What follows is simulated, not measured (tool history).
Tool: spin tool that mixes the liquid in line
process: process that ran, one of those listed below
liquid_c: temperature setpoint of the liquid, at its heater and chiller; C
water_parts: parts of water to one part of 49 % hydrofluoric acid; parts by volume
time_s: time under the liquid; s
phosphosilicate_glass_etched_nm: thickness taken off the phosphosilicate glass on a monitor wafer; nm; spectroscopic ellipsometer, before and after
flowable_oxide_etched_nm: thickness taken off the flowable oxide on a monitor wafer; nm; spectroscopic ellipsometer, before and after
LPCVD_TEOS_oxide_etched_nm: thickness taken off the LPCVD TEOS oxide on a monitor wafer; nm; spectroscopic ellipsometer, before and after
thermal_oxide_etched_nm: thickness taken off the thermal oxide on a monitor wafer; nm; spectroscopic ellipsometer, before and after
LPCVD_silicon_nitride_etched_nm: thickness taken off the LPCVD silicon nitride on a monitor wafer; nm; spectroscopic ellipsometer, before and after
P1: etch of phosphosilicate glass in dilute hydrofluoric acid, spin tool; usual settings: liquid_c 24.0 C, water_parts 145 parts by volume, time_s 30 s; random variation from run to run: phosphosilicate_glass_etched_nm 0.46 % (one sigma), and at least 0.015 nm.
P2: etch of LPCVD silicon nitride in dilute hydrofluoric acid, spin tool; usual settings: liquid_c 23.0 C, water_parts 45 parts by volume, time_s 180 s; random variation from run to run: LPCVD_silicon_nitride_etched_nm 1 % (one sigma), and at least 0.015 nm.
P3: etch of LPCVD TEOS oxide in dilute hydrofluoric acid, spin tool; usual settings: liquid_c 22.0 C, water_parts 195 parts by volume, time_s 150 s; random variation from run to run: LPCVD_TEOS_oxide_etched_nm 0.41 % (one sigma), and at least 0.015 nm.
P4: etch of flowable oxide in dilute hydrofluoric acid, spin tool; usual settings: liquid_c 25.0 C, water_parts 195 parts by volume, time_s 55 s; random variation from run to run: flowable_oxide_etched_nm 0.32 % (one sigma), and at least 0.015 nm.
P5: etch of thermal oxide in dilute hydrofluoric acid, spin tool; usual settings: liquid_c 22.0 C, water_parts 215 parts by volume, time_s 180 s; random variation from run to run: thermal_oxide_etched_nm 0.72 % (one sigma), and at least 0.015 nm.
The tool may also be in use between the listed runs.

run   hour  process  liquid_c  water_parts  time_s  phosphosilicate_glass_etched_nm  flowable_oxide_etched_nm  LPCVD_TEOS_oxide_etched_nm  thermal_oxide_etched_nm  LPCVD_silicon_nitride_etched_nm
  1    7.5       P1      24.0          145      30                          13.7770
  2   18.1       P1      24.0          145      15                           6.8941
  3   29.4       P4      17.5          195      55                                                     7.8036
  4   39.3       P1      17.5          145      30                          10.7420
  5   46.1       P1      24.0          145      30                          13.9460
  6   52.1       P3      26.5          195     150                                                                                 32.109
  7   59.4       P1      24.0          145      30                          13.7460
  8   70.4       P5      17.0          215     180                                                                                                         2.67400
  9   78.2       P2      23.0           65     180                                                                                                                                           1.4015
 10   84.5       P1      24.0           80      30                          27.0880
 11   94.8       P4      25.0          195      55                                                    10.3410
 12  103.8       P2      17.0           45     180                                                                                                                                           1.3221
 13  116.1       P5      22.0          215     180                                                                                                         3.24960
 14  121.8       P5      22.0          215      50                                                                                                         0.91304
 15  128.1       P1      32.0          145      30                          18.4290
 16  133.9       P5      22.0          215     180                                                                                                         3.27280
 17  144.4       P1      24.0          260      30                           6.7308
 18  154.4       P1      24.0          145      30                          13.7550
 19  164.7       P4      25.0          195     105                                                    19.6820
 20  171.7       P5      22.0          125     180                                                                                                         6.20030
 21  184.5       P1      24.0          145      30                          13.7070
 22  195.1       P4      25.0          195      55                                                    10.4050
 23  201.5       P3      22.0          195     150                                                                                 27.228
 24  214.0       P3      22.0          305     150                                                                                 15.519
 25  226.8       P1      24.0          145      30                          13.8130
 26  239.5       P1      24.0          145      60                          27.7860
 27  246.7       P3      22.0          195     300                                                                                 54.295
 28  259.8       P2      23.0           45     355                                                                                                                                           4.0161
 29  269.5       P2      23.0           45     180                                                                                                                                           2.0563
 30  279.3       P1      30.5          145      60                          35.0530
 31  290.2       P4      25.0           60      55                                                    39.7810
 32  302.1       P1      31.0          235      30                           9.7796
 33  314.6       P1      24.0          145      30                          13.7620
 34  325.8       P1      24.0          145      30                          14.1690
 35  337.7       P1      24.0          145      30                          14.6200
 36  349.3       P1      24.0          145      30                          14.7740
 37  359.1       P1      24.0          145      30                          14.8190
 38  367.8       P1      24.0          145      30                          14.7140
 39  373.8       P1      24.0          145      30                          14.7270
 40  381.2       P1      24.0          145      30                          14.6540

What P1 gives has crept away from where it was. These 2 causes fit the log equally well, each at the size given:
A: liquid hotter than its thermometer reads (K) = 1.87
B: hydrofluoric acid flow above the setpoint (%) = 6.28
The creep began at about hour 314.6.

4 check runs are offered, each on 2 wafers whose results are averaged, their results left as question marks. Which one tells the causes apart?
check 1  388.6       P4      18.0          195      55                                                          ?
check 2  388.6       P5      22.0          215      80                                                                                                               ?
check 3  388.6       P3      25.0          195     290                                                                                      ?
check 4  388.6       P2      17.0           45     340                                                                                                                                                ?

What each check would give under each cause:
  check                           result     if A     if B
check 1         flowable_oxide_etched_nm   8.5556   8.5433
check 2          thermal_oxide_etched_nm  1.54820  1.55530
check 3       LPCVD_TEOS_oxide_etched_nm   62.462   62.828
check 4  LPCVD_silicon_nitride_etched_nm   2.8596   2.6574
How far apart the two closest causes lie, in the result that separates them most: check 1 0.14 %; check 2 0.45 %; check 3 0.58 %; check 4 7.33 %
Only check 4 tells the causes apart: in the others they would give nearly the same result.

Check 4 was then run and gave: LPCVD_silicon_nitride_etched_nm 2.8624 nm. Which cause is it?

It is A: liquid hotter than its thermometer reads (K).
